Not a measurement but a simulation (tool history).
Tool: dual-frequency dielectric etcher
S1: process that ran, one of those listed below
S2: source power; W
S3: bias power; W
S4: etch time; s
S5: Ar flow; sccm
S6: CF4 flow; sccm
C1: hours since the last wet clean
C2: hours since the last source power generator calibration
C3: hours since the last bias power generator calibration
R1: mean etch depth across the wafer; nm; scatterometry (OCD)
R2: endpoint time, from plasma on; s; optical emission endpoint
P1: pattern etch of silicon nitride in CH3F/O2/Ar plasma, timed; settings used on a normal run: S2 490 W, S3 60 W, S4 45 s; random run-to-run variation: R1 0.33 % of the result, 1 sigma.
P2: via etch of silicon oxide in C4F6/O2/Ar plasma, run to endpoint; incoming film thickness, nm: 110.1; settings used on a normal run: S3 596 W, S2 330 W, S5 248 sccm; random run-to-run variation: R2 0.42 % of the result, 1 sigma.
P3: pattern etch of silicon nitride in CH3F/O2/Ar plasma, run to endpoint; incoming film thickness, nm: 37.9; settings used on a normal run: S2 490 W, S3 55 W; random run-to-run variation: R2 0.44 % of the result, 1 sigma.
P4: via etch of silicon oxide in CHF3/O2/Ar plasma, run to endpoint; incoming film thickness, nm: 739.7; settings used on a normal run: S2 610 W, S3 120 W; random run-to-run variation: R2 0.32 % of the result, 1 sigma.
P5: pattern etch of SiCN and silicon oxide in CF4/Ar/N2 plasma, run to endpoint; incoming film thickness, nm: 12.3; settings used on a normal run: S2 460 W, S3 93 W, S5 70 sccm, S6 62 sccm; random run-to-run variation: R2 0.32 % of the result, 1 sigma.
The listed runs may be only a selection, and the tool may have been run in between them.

run 1 hour=8.2 | S1=P1 S2=490 S3=60 S4=45 | C1=268.5 C2=1047.3 C3=2489.5 | R1=31.318
run 2 hour=15.1 | S1=P3 S2=490 S3=55 | C1=275.4 C2=1054.2 C3=2496.4 | R2=54.509
run 3 hour=27.9 | S1=P1 S2=490 S3=60 S4=55 | C1=288.2 C2=1067.0 C3=2509.2 | R1=38.178
run 4 hour=38.6 | S1=P1 S2=490 S3=60 S4=45 | C1=298.9 C2=1077.7 C3=2519.9 | R1=31.248
run 5 hour=50.1 | S1=P5 S2=290 S3=93 S5=70 S6=62 | C1=310.4 C2=1089.2 C3=2531.4 | R2=18.588
run 6 hour=60.7 | S1=P1 S2=490 S3=40 S4=45 | C1=321.0 C2=1099.8 C3=2542.0 | R1=27.743
run 7 hour=71.6 | S1=P3 S2=670 S3=55 | C1=331.9 C2=1110.7 C3=2552.9 | R2=47.761
run 8 hour=82.7 | S1=P1 S2=370 S3=60 S4=45 | C1=343.0 C2=1121.8 C3=2564.0 | R1=28.004
run 9 hour=90.8 | S1=P5 S2=460 S3=56 S5=70 S6=62 | C1=351.1 C2=1129.9 C3=2572.1 | R2=14.714
run 10 hour=101.3 | S1=P3 S2=490 S3=73 | C1=361.6 C2=1140.4 C3=2582.6 | R2=49.861
run 11 hour=109.4 | S1=P2 S2=330 S3=596 S5=248 | C1=369.7 C2=1148.5 C3=2590.7 | R2=24.166
run 12 hour=116.3 | S1=P2 S2=200 S3=596 S5=248 | C1=376.6 C2=1155.4 C3=2597.6 | R2=28.813
run 13 hour=129.0 | S1=P1 S2=650 S3=42 S4=45 | C1=389.3 C2=1168.1 C3=2610.3 | R1=31.502
run 14 hour=140.3 | S1=P1 S2=300 S3=60 S4=33 | C1=400.6 C2=1179.4 C3=2621.6 | R1=19.006
run 15 hour=149.5 | S1=P2 S2=330 S3=596 S5=296 | C1=409.8 C2=1188.6 C3=2630.8 | R2=24.433
run 16 hour=159.0 | S1=P1 S2=490 S3=79 S4=45 | C1=419.3 C2=1198.1 C3=2640.3 | R1=34.190
run 17 hour=170.3 | S1=P4 S2=780 S3=120 | C1=430.6 C2=1209.4 C3=2651.6 | R2=387.580
run 18 hour=177.6 | S1=P4 S2=610 S3=120 | C1=437.9 C2=1216.7 C3=2658.9 | R2=425.570
run 19 hour=189.1 | S1=P4 S2=610 S3=120 | C1=449.4 C2=1228.2 C3=2670.4 | R2=430.580
run 20 hour=202.7 | S1=P4 S2=610 S3=164 | C1=463.0 C2=1241.8 C3=2684.0 | R2=385.220
run 21 hour=209.9 | S1=P1 S2=490 S3=60 S4=45 | C1=470.2 C2=1249.0 C3=2691.2 | R1=31.280
run 22 hour=221.9 | S1=P5 S2=460 S3=93 S5=70 S6=82 | C1=482.2 C2=1261.0 C3=2703.2 | R2=12.049
run 23 hour=232.9 | S1=P5 S2=460 S3=93 S5=70 S6=62 | C1=493.2 C2=1272.0 C3=2714.2 | R2=12.451
run 24 hour=241.1 | S1=P1 S2=490 S3=60 S4=45 | C1=501.4 C2=1280.2 C3=2722.4 | R1=31.211
run 25 hour=254.0 | S1=P2 S2=330 S3=443 S5=248 | C1=514.3 C2=1293.1 C3=2735.3 | R2=26.953
run 26 hour=265.9 | S1=P1 S2=490 S3=60 S4=33 | C1=526.2 C2=1305.0 C3=2747.2 | R1=23.007
run 27 hour=274.5 | S1=P1 S2=490 S3=60 S4=45 | C1=534.8 C2=1313.6 C3=2755.8 | R1=31.348
run 28 hour=284.9 | S1=P5 S2=460 S3=93 S5=48 S6=62 | C1=545.2 C2=1324.0 C3=2766.2 | R2=11.939
run 29 hour=298.5 | S1=P5 S2=460 S3=93 S5=70 S6=62 | C1=558.8 C2=1337.6 C3=2779.8 | R2=12.444
run 30 hour=308.9 | S1=P1 S2=640 S3=60 S4=45 | C1=569.2 C2=1348.0 C3=2790.2 | R1=34.622
run 31 hour=320.8 | S1=P1 S2=490 S3=60 S4=45 | C1=581.1 C2=1359.9 C3=2802.1 | R1=31.047
run 32 hour=328.7 | S1=P1 S2=490 S3=60 S4=45 | C1=589.0 C2=1367.8 C3=2810.0 | R1=31.384
run 33 hour=339.5 | S1=P1 S2=490 S3=60 S4=45 | C1=599.8 C2=1378.6 C3=2820.8 | R1=31.013
run 34 hour=345.5 | S1=P1 S2=490 S3=60 S4=45 | C1=605.8 C2=1384.6 C3=2826.8 | R1=30.978
run 35 hour=357.9 | S1=P1 S2=490 S3=60 S4=45 | C1=618.2 C2=1397.0 C3=2839.2 | R1=30.765
-- hour=369.8 wet clean of the chamber
run 36 hour=370.6 | S1=P1 S2=490 S3=60 S4=45 | C1=0.9 C2=1409.7 C3=2851.9 | R1=30.767
run 37 hour=383.8 | S1=P1 S2=490 S3=60 S4=45 | C1=14.1 C2=1422.9 C3=2865.1 | R1=30.726
run 38 hour=395.7 | S1=P1 S2=490 S3=60 S4=45 | C1=26.0 C2=1434.8 C3=2877.0 | R1=30.758

The output of P1 has drifted from where it used to be. Each of the 2 causes below, taken at the size shown beside it, accounts for the log equally well:
A: bias power that arrives under what is set, % = 4.97
B: source power that arrives under what is set, % = 4.14
The onset of the drift is placed at about hour 328.7.
What rules out each remaining cause:
chamber walls in a state that lowers the etch rate, %: its service at hour 369.8 followed the start of the drift and did not put the process back to its old value

Which of the 4 check runs listed below, each an average over 2 wafers with its results shown as question marks, gives clearly different results under the different listed causes?
run check 1 hour=407.6 | S1=P3 S2=560 S3=64 | R2=?
run check 2 hour=407.6 | S1=P4 S2=610 S3=151 | R2=?
run check 3 hour=407.6 | S1=P2 S2=210 S3=596 S5=248 | R2=?
run check 4 hour=407.6 | S1=P5 S2=330 S3=68 S5=70 S6=62 | R2=?

What each check would give under each cause:
check=check_1 result=R2 if_A=50.004 if_B=49.999
check=check_2 result=R2 if_A=404.330 if_B=404.300
check=check_3 result=R2 if_A=28.961 if_B=28.825
check=check_4 result=R2 if_A=18.834 if_B=19.228
Per-check spread between the two closest causes, in the result where they differ most: check 1 0.01 %; check 2 0.01 %; check 3 0.47 %; check 4 2.07 %
Check 4 tells the causes apart: in the others they would give nearly the same result.

Check 4 was carried out, with these results: R2 19.222 s. Which of the listed causes is responsible?

The cause is B: source power that arrives under what is set, %.
